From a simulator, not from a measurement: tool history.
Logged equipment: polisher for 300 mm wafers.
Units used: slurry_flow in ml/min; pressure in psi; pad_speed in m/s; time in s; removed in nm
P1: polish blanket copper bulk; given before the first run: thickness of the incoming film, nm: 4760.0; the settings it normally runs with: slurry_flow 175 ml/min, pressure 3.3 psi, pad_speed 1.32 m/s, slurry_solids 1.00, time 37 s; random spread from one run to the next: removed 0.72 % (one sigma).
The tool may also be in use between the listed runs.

run,hour,slurry_flow,pressure,pad_speed,slurry_solids,time,removed
1,2.6,175,3.3,1.32,1.00,37,557.33
2,6.9,175,3.3,1.32,1.45,37,593.76
3,10.9,270,3.3,1.32,1.00,37,579.25
4,14.8,175,3.3,1.32,1.00,37,552.50
5,20.2,175,5.2,1.32,1.00,37,866.12
6,23.3,175,3.3,1.32,1.00,37,558.03
7,27.4,175,3.3,1.32,1.00,27,410.45
8,30.2,175,3.3,1.94,1.00,37,813.59
# hour 31.9: head pressure recalibrated
9,35.2,175,3.3,1.32,1.00,58,878.57
10,38.2,175,3.3,0.66,1.00,37,277.98
11,41.3,175,3.3,1.32,1.00,37,555.66
12,46.5,175,1.5,1.32,1.00,37,251.52
13,49.6,175,3.3,1.32,1.00,37,555.43
14,52.7,105,3.3,1.32,1.00,37,508.78
15,55.9,175,3.3,1.32,0.60,57,774.72
# hour 58.6: slurry nozzle cleaned
16,59.7,175,3.3,1.32,1.00,37,551.52
17,65.7,175,3.3,1.32,1.00,37,554.49
18,70.7,175,3.3,1.32,0.70,37,512.68
19,76.5,175,3.3,1.32,1.00,37,559.66
20,79.7,175,3.3,1.32,1.00,37,546.54
21,83.9,175,3.3,1.32,1.00,37,543.50
22,87.3,175,3.3,1.32,1.00,37,530.28
23,92.8,175,3.3,1.32,1.00,37,531.85
24,96.7,175,3.3,1.32,1.00,37,525.41
# hour 98.4: slurry blender recalibrated
# hour 100.3: head pressure recalibrated
25,101.2,175,3.3,1.32,1.00,37,521.53
26,107.1,175,3.3,1.32,1.00,37,529.10
27,113.0,175,3.3,1.32,1.00,37,524.23
28,115.7,175,3.3,1.32,1.00,37,519.82

The output of P1 has drifted from where it used to be. Each of the 2 causes below, taken at the size shown beside it, accounts for the log equally well:
A: slurry flow missing at the pad, % = 29.6
B: removal rate lost through wear of the pad, % = 5.98
The drift started at roughly hour 76.5.
All other causes, with the reason each is excluded:
head's pressure below its setpoint, %: serviced at hour 100.3, after the change had begun; the process did not return to its earlier output
abrasive missing from the slurry, %: serviced at hour 98.4, after the change had begun; the process did not return to its earlier output

4 check runs are offered, each on 3 wafers whose results are averaged, their results left as question marks. Which one tells the causes apart?
check 1,118.4,175,5.2,0.68,1.00,37,?
check 2,118.4,175,1.6,1.32,1.00,54,?
check 3,118.4,105,3.3,1.32,1.00,56,?
check 4,118.4,175,5.0,1.32,1.30,37,?

Predicted outcomes, by check and by cause:
check,result,if A,if B
check 1,removed,423.64,423.62
check 2,removed,369.30,369.28
check 3,removed,691.81,716.90
check 4,removed,837.19,837.15
Smallest distance between any two causes, each pair judged by its most separating result, in per cent: check 1 0 %; check 2 0 %; check 3 3.56 %; check 4 0 %
Of the check runs offered, only check 3 discriminates between the causes; the rest would read about the same regardless of which cause applies.

Check 3 was carried out, with these results: removed 716.03 nm. Which of the listed causes is responsible?

Of the candidate causes, it is B: removal rate lost through wear of the pad, %.
